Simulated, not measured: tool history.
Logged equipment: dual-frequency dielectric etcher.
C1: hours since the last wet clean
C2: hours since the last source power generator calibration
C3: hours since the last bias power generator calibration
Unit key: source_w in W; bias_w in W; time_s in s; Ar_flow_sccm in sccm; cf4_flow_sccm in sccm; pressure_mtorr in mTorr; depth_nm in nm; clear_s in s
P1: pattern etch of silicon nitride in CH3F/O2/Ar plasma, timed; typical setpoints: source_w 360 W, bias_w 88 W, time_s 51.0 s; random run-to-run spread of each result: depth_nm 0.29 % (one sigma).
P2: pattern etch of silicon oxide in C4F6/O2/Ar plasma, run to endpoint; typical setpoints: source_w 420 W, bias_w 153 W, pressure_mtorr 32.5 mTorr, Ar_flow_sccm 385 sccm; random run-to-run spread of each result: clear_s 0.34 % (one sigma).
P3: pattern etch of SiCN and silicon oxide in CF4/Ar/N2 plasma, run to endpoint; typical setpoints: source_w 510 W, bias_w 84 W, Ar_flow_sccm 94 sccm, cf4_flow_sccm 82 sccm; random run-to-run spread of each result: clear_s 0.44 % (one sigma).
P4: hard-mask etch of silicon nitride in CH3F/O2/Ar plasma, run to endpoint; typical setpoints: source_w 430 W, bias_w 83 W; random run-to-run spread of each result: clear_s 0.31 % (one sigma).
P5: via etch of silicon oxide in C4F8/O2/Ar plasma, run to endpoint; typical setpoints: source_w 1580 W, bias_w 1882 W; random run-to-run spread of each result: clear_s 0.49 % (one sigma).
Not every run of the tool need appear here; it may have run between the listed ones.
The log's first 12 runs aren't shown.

Run 13, hour 65.8: process P1, source_w 360 W, bias_w 88 W, time_s 51.0 s; C1 346.5; C2 754.5; C3 2674.1. Result: depth_nm 36.743 nm.
Run 14, hour 71.6: process P5, source_w 1580 W, bias_w 1882 W; C1 352.3; C2 760.3; C3 2679.9. Result: clear_s 291.8400 s.
Run 15, hour 76.0: process P1, source_w 510 W, bias_w 88 W, time_s 51.0 s; C1 356.7; C2 764.7; C3 2684.3. Result: depth_nm 41.979 nm.
Run 16, hour 79.4: process P3, source_w 510 W, bias_w 84 W, Ar_flow_sccm 94 sccm, cf4_flow_sccm 82 sccm; C1 360.1; C2 768.1; C3 2687.7. Result: clear_s 10.3700 s.
Run 17, hour 83.6: process P5, source_w 2230 W, bias_w 1882 W; C1 364.3; C2 772.3; C3 2691.9. Result: clear_s 251.5500 s.
Run 18, hour 87.2: process P2, source_w 420 W, bias_w 153 W, Ar_flow_sccm 385 sccm, pressure_mtorr 32.5 mTorr; C1 367.9; C2 775.9; C3 2695.5. Result: clear_s 11.4050 s.
Run 19, hour 91.5: process P4, source_w 310 W, bias_w 83 W; C1 372.2; C2 780.2; C3 2699.8. Result: clear_s 49.7950 s.
At hour 93.2: source power generator calibrated.
Run 20, hour 94.8: process P1, source_w 360 W, bias_w 88 W, time_s 51.0 s; C1 375.5; C2 1.6; C3 2703.1. Result: depth_nm 36.609 nm.
At hour 97.8: wet clean of the chamber.
Run 21, hour 100.3: process P2, source_w 420 W, bias_w 213 W, Ar_flow_sccm 385 sccm, pressure_mtorr 32.5 mTorr; C1 2.5; C2 7.1; C3 2708.6. Result: clear_s 10.1960 s.
Run 22, hour 107.2: process P3, source_w 510 W, bias_w 84 W, Ar_flow_sccm 94 sccm, cf4_flow_sccm 51 sccm; C1 9.4; C2 14.0; C3 2715.5. Result: clear_s 11.1640 s.
Run 23, hour 112.0: process P1, source_w 360 W, bias_w 125 W, time_s 51.0 s; C1 14.2; C2 18.8; C3 2720.3. Result: depth_nm 41.852 nm.

What will run 24 give?
Run 24, hour 119.2: process P2, source_w 420 W, bias_w 153 W, Ar_flow_sccm 256 sccm, pressure_mtorr 32.5 mTorr; C1 21.4; C2 26.0; C3 2727.5. Result: clear_s ?.

{"run 24": {"clear_s": 10.822}}
